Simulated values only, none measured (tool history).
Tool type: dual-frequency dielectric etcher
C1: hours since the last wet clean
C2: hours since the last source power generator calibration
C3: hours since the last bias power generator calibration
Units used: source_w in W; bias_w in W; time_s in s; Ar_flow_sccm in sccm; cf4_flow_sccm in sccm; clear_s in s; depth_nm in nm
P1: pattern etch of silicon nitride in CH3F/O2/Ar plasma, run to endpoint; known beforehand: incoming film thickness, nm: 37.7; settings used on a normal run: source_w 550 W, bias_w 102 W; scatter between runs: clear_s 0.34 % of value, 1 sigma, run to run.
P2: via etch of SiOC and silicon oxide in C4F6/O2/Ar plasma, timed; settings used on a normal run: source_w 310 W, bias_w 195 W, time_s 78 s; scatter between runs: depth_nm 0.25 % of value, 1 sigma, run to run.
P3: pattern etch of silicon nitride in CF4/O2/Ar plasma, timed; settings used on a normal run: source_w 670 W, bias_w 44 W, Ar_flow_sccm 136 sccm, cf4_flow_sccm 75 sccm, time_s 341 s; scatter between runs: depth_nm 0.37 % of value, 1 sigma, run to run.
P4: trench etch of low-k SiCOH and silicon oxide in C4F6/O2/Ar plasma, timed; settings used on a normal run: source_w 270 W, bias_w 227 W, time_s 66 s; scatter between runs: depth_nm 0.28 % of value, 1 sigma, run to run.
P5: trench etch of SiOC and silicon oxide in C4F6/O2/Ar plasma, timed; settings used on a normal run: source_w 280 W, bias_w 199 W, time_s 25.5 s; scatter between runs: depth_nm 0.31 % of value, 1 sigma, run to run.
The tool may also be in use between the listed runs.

Run 1, hour 9.8: process P1, source_w 550 W, bias_w 102 W; C1 68; C2 920.1; C3 1906.4. Result: clear_s 42.54 s.
Run 2, hour 26: process P1, source_w 550 W, bias_w 69 W; C1 84.2; C2 936.3; C3 1922.6. Result: clear_s 48.814 s.
Run 3, hour 35.2: process P5, source_w 280 W, bias_w 199 W, time_s 25.5 s; C1 93.4; C2 945.5; C3 1931.8. Result: depth_nm 45.088 nm.
Run 4, hour 44.2: process P3, source_w 670 W, bias_w 44 W, time_s 503.5 s, Ar_flow_sccm 136 sccm, cf4_flow_sccm 75 sccm; C1 102.4; C2 954.5; C3 1940.8. Result: depth_nm 1046.2 nm.
Run 5, hour 58.3: process P1, source_w 350 W, bias_w 102 W; C1 116.5; C2 968.6; C3 1954.9. Result: clear_s 50.282 s.
Run 6, hour 69.6: process P2, source_w 310 W, bias_w 148 W, time_s 78 s; C1 127.8; C2 979.9; C3 1966.2. Result: depth_nm 75.83 nm.
Run 7, hour 85: process P1, source_w 550 W, bias_w 102 W; C1 143.2; C2 995.3; C3 1981.6. Result: clear_s 42.576 s.
Run 8, hour 100.4: process P1, source_w 770 W, bias_w 102 W; C1 158.6; C2 1010.7; C3 1997. Result: clear_s 37.722 s.
Run 9, hour 115: process P5, source_w 280 W, bias_w 199 W, time_s 25.5 s; C1 173.2; C2 1025.3; C3 2011.6. Result: depth_nm 45.144 nm.
At hour 115.6: wet clean of the chamber.
Run 10, hour 126.8: process P1, source_w 550 W, bias_w 122 W; C1 11.2; C2 1037.1; C3 2023.4. Result: clear_s 39.538 s.
Run 11, hour 136.5: process P4, source_w 270 W, bias_w 227 W, time_s 98.5 s; C1 20.9; C2 1046.8; C3 2033.1. Result: depth_nm 303.13 nm.
Run 12, hour 152.1: process P1, source_w 640 W, bias_w 134 W; C1 36.5; C2 1062.4; C3 2048.7. Result: clear_s 36.381 s.
Run 13, hour 164.2: process P5, source_w 280 W, bias_w 261 W, time_s 25.5 s; C1 48.6; C2 1074.5; C3 2060.8. Result: depth_nm 49.549 nm.
Run 14, hour 175.4: process P3, source_w 670 W, bias_w 44 W, time_s 341 s, Ar_flow_sccm 79 sccm, cf4_flow_sccm 75 sccm; C1 59.8; C2 1085.7; C3 2072. Result: depth_nm 769.63 nm.
Run 15, hour 190.5: process P4, source_w 270 W, bias_w 317 W, time_s 66 s; C1 74.9; C2 1100.8; C3 2087.1. Result: depth_nm 228.85 nm.
Run 16, hour 206.4: process P4, source_w 200 W, bias_w 227 W, time_s 66 s; C1 90.8; C2 1116.7; C3 2103. Result: depth_nm 180.54 nm.
Run 17, hour 215.3: process P5, source_w 280 W, bias_w 199 W, time_s 16 s; C1 99.7; C2 1125.6; C3 2111.9. Result: depth_nm 28.228 nm.
Run 18, hour 223: process P3, source_w 670 W, bias_w 44 W, time_s 341 s, Ar_flow_sccm 136 sccm, cf4_flow_sccm 75 sccm; C1 107.4; C2 1133.3; C3 2119.6. Result: depth_nm 711.68 nm.
Run 19, hour 238.9: process P3, source_w 670 W, bias_w 44 W, time_s 341 s, Ar_flow_sccm 136 sccm, cf4_flow_sccm 54 sccm; C1 123.3; C2 1149.2; C3 2135.5. Result: depth_nm 676.39 nm.
Run 20, hour 252.9: process P4, source_w 270 W, bias_w 227 W, time_s 66 s; C1 137.3; C2 1163.2; C3 2149.5. Result: depth_nm 203.61 nm.
Run 21, hour 268.1: process P1, source_w 550 W, bias_w 102 W; C1 152.5; C2 1178.4; C3 2164.7. Result: clear_s 42.375 s.
Run 22, hour 275.6: process P3, source_w 930 W, bias_w 44 W, time_s 341 s, Ar_flow_sccm 136 sccm, cf4_flow_sccm 75 sccm; C1 160; C2 1185.9; C3 2172.2. Result: depth_nm 941.62 nm.

Expected results for the next run?
Run 23, hour 290.1: process P2, source_w 200 W, bias_w 195 W, time_s 78 s; C1 174.5; C2 1200.4; C3 2186.7. Result: depth_nm ?.

For run 23 the tool returned depth_nm 70.286 nm.

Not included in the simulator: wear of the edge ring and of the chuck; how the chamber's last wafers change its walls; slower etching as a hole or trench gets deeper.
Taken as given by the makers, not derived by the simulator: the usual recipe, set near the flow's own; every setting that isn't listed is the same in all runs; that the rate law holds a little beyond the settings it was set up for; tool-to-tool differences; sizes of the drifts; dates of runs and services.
